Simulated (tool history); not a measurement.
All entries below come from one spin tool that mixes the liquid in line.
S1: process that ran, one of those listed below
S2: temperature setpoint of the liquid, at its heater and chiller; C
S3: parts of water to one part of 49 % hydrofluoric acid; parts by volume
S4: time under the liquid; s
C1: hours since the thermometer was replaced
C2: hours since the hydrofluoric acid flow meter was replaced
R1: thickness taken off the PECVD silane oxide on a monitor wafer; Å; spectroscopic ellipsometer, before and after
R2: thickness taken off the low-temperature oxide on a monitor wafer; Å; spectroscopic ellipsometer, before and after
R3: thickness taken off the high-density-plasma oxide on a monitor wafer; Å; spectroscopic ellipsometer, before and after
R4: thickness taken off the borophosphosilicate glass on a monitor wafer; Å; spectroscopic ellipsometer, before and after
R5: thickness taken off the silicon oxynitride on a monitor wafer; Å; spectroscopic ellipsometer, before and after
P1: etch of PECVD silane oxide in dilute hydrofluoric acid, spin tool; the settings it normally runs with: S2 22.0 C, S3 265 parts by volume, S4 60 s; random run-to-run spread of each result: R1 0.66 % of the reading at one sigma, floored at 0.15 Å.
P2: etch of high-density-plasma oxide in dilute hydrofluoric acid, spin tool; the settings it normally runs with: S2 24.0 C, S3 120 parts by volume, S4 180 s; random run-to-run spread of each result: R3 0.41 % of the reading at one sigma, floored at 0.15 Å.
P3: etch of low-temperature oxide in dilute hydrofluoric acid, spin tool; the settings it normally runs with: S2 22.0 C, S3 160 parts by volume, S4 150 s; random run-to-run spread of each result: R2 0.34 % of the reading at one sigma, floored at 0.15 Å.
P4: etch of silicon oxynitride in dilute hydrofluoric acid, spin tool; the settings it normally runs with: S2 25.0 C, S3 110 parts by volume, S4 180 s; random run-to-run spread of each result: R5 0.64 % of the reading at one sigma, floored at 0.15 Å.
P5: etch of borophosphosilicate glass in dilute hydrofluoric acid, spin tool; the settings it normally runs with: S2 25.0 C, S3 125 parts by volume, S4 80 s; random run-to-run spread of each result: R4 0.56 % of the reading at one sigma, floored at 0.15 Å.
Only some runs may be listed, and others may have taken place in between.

run	hour	S1	S2	S3	S4	C1	C2	R1	R2	R3	R4	R5
1	11.3	P1	22.0	265	60	344.3	713.3	40.935				
2	26.7	P1	22.0	265	60	359.7	728.7	41.204				
3	38.1	P3	22.0	160	150	371.1	740.1		197.39			
4	49.7	P2	32.5	120	180	382.7	751.7			106.350		
5	57.1	P5	25.0	125	15	390.1	759.1				50.197	
6	70.8	P2	24.0	120	25	403.8	772.8			10.621		
7	78.3	P1	22.0	265	60	411.3	780.3	40.988				
8	95.1	P2	24.0	120	180	428.1	797.1			77.556		
9	105.7	P5	25.0	125	80	438.7	807.7				265.990	
10	121.6	P1	22.0	265	105	454.6	823.6	72.845				
11	134.0	P1	27.5	265	85	467.0	836.0	70.637				
12	149.1	P4	25.0	35	180	482.1	851.1					108.840
13	159.0	P1	22.0	405	60	492.0	861.0	23.772				
14	167.0	P1	22.0	70	60	500.0	869.0	191.570				
15	176.5	P5	32.0	125	80	509.5	878.5				340.450	
16	187.8	P3	22.0	160	150	520.8	889.8		198.29			
17	197.1	P3	22.0	160	20	530.1	899.1		26.32			
18	212.6	P2	24.0	210	180	545.6	914.6			40.172		
19	226.0	P4	25.0	110	315	559.0	928.0					57.865
20	233.9	P5	25.0	30	80	566.9	935.9				1259.100	
21	248.7	P1	17.0	265	35	581.7	950.7	19.717				
22	265.5	P5	25.0	125	80	598.5	967.5				265.600	
23	277.1	P1	27.0	265	60	610.1	979.1	49.094				
24	287.5	P1	29.0	265	30	620.5	989.5	26.261				
25	302.9	P1	22.0	265	60	635.9	1004.9	40.623				
26	319.2	P2	24.0	120	180	652.2	1021.2			77.483		
27	330.3	P3	17.0	160	150	663.3	1032.3		162.03			
28	344.4	P1	22.0	265	60	677.4	1046.4	41.385				
29	356.5	P3	22.0	250	150	689.5	1058.5		115.13			
30	364.3	P1	22.0	265	25	697.3	1066.3	17.424				
31	376.6	P4	32.5	110	180	709.6	1078.6					45.666
32	386.8	P4	25.0	110	180	719.8	1088.8					32.905
33	396.1	P1	17.0	265	60	729.1	1098.1	34.214				
34	411.8	P4	25.0	110	180	744.8	1113.8					32.191
35	425.0	P1	22.0	265	60	758.0	1127.0	40.482				
36	439.8	P1	22.0	265	60	772.8	1141.8	40.021				
37	455.0	P1	22.0	265	60	788.0	1157.0	38.747				
38	465.5	P1	22.0	265	60	798.5	1167.5	38.564				
39	473.7	P1	22.0	265	60	806.7	1175.7	37.909				

The next listed run, before its measurement:
40	485.7	P1	22.0	265	60	818.7	1187.7	?				

{"run 40": {"R1": 38.252}}
